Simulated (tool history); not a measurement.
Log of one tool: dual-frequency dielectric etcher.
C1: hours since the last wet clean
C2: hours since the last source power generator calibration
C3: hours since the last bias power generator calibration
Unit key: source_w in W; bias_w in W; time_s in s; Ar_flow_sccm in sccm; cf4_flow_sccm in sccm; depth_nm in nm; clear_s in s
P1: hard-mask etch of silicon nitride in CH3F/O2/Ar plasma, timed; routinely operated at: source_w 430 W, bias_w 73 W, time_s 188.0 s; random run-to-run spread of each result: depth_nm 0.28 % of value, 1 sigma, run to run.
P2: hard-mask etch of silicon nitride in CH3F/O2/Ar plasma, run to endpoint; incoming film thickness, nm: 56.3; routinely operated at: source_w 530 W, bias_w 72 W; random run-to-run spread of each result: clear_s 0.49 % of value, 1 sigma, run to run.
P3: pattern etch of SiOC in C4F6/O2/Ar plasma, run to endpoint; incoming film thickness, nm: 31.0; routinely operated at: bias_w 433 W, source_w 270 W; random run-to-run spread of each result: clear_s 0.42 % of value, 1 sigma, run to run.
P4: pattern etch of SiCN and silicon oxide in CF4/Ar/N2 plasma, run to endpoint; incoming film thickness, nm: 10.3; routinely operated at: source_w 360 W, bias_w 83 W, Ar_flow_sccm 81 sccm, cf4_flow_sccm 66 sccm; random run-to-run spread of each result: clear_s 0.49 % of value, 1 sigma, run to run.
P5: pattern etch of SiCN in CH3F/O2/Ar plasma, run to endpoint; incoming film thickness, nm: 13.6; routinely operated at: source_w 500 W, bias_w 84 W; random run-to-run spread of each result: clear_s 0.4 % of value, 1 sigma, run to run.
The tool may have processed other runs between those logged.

run 1 hour=13.0 | process=P1 source_w=430 bias_w=73 time_s=188.0 | C1=140.3 C2=1332.7 C3=1070.8 | depth_nm=133.480
run 2 hour=26.2 | process=P5 source_w=500 bias_w=84 | C1=153.5 C2=1345.9 C3=1084.0 | clear_s=32.137
run 3 hour=35.0 | process=P1 source_w=430 bias_w=73 time_s=229.5 | C1=162.3 C2=1354.7 C3=1092.8 | depth_nm=162.320
run 4 hour=43.0 | process=P1 source_w=430 bias_w=73 time_s=188.0 | C1=170.3 C2=1362.7 C3=1100.8 | depth_nm=133.380
run 5 hour=59.1 | process=P2 source_w=530 bias_w=49 | C1=186.4 C2=1378.8 C3=1116.9 | clear_s=83.074
run 6 hour=68.8 | process=P1 source_w=430 bias_w=73 time_s=188.0 | C1=196.1 C2=1388.5 C3=1126.6 | depth_nm=133.330
run 7 hour=81.2 | process=P1 source_w=430 bias_w=52 time_s=188.0 | C1=208.5 C2=1400.9 C3=1139.0 | depth_nm=119.350
run 8 hour=89.7 | process=P5 source_w=500 bias_w=115 | C1=217.0 C2=1409.4 C3=1147.5 | clear_s=28.566
run 9 hour=105.1 | process=P1 source_w=530 bias_w=73 time_s=188.0 | C1=232.4 C2=1424.8 C3=1162.9 | depth_nm=144.290
run 10 hour=116.4 | process=P4 source_w=440 bias_w=83 Ar_flow_sccm=81 cf4_flow_sccm=66 | C1=243.7 C2=1436.1 C3=1174.2 | clear_s=10.866
run 11 hour=128.4 | process=P3 source_w=270 bias_w=433 | C1=255.7 C2=1448.1 C3=1186.2 | clear_s=13.084
run 12 hour=142.0 | process=P1 source_w=250 bias_w=73 time_s=188.0 | C1=269.3 C2=1461.7 C3=1199.8 | depth_nm=108.460
run 13 hour=151.9 | process=P1 source_w=430 bias_w=73 time_s=188.0 | C1=279.2 C2=1471.6 C3=1209.7 | depth_nm=133.580
run 14 hour=160.9 | process=P1 source_w=300 bias_w=95 time_s=188.0 | C1=288.2 C2=1480.6 C3=1218.7 | depth_nm=127.420
run 15 hour=176.1 | process=P4 source_w=360 bias_w=83 Ar_flow_sccm=96 cf4_flow_sccm=66 | C1=303.4 C2=1495.8 C3=1233.9 | clear_s=13.268
run 16 hour=189.4 | process=P4 source_w=360 bias_w=83 Ar_flow_sccm=81 cf4_flow_sccm=66 | C1=316.7 C2=1509.1 C3=1247.2 | clear_s=12.971
run 17 hour=200.0 | process=P5 source_w=500 bias_w=84 | C1=327.3 C2=1519.7 C3=1257.8 | clear_s=32.132
run 18 hour=211.6 | process=P4 source_w=360 bias_w=83 Ar_flow_sccm=81 cf4_flow_sccm=66 | C1=338.9 C2=1531.3 C3=1269.4 | clear_s=13.043
run 19 hour=226.8 | process=P1 source_w=430 bias_w=73 time_s=188.0 | C1=354.1 C2=1546.5 C3=1284.6 | depth_nm=133.250
run 20 hour=236.6 | process=P1 source_w=430 bias_w=90 time_s=188.0 | C1=363.9 C2=1556.3 C3=1294.4 | depth_nm=143.540
run 21 hour=251.4 | process=P3 source_w=270 bias_w=523 | C1=378.7 C2=1571.1 C3=1309.2 | clear_s=12.014
run 22 hour=264.0 | process=P2 source_w=530 bias_w=72 | C1=391.3 C2=1583.7 C3=1321.8 | clear_s=74.023
run 23 hour=274.7 | process=P1 source_w=430 bias_w=73 time_s=133.0 | C1=402.0 C2=1594.4 C3=1332.5 | depth_nm=94.457
run 24 hour=284.8 | process=P5 source_w=320 bias_w=84 | C1=412.1 C2=1604.5 C3=1342.6 | clear_s=38.036
run 25 hour=299.4 | process=P3 source_w=270 bias_w=433 | C1=426.7 C2=1619.1 C3=1357.2 | clear_s=13.049
run 26 hour=307.7 | process=P2 source_w=530 bias_w=72 | C1=435.0 C2=1627.4 C3=1365.5 | clear_s=73.851
run 27 hour=318.2 | process=P3 source_w=360 bias_w=433 | C1=445.5 C2=1637.9 C3=1376.0 | clear_s=11.713
run 28 hour=333.2 | process=P1 source_w=430 bias_w=73 time_s=188.0 | C1=460.5 C2=1652.9 C3=1391.0 | depth_nm=133.300
run 29 hour=340.6 | process=P4 source_w=360 bias_w=108 Ar_flow_sccm=81 cf4_flow_sccm=66 | C1=467.9 C2=1660.3 C3=1398.4 | clear_s=11.857
run 30 hour=350.9 | process=P4 source_w=360 bias_w=83 Ar_flow_sccm=81 cf4_flow_sccm=94 | C1=478.2 C2=1670.6 C3=1408.7 | clear_s=12.428
run 31 hour=365.7 | process=P2 source_w=680 bias_w=72 | C1=493.0 C2=1685.4 C3=1423.5 | clear_s=67.435
run 32 hour=374.4 | process=P1 source_w=430 bias_w=73 time_s=188.0 | C1=501.7 C2=1694.1 C3=1432.2 | depth_nm=132.680
run 33 hour=387.8 | process=P1 source_w=430 bias_w=73 time_s=188.0 | C1=515.1 C2=1707.5 C3=1445.6 | depth_nm=133.060
run 34 hour=401.0 | process=P1 source_w=430 bias_w=73 time_s=188.0 | C1=528.3 C2=1720.7 C3=1458.8 | depth_nm=132.110
run 35 hour=410.1 | process=P1 source_w=430 bias_w=73 time_s=188.0 | C1=537.4 C2=1729.8 C3=1467.9 | depth_nm=131.400

What does the tool deliver on the next run?
-- hour=414.7 wet clean of the chamber
run 36 hour=419.2 | process=P1 source_w=430 bias_w=73 time_s=188.0 | C1=4.5 C2=1738.9 C3=1477.0 | depth_nm=?

{"run 36": {"depth_nm": 132.27}}

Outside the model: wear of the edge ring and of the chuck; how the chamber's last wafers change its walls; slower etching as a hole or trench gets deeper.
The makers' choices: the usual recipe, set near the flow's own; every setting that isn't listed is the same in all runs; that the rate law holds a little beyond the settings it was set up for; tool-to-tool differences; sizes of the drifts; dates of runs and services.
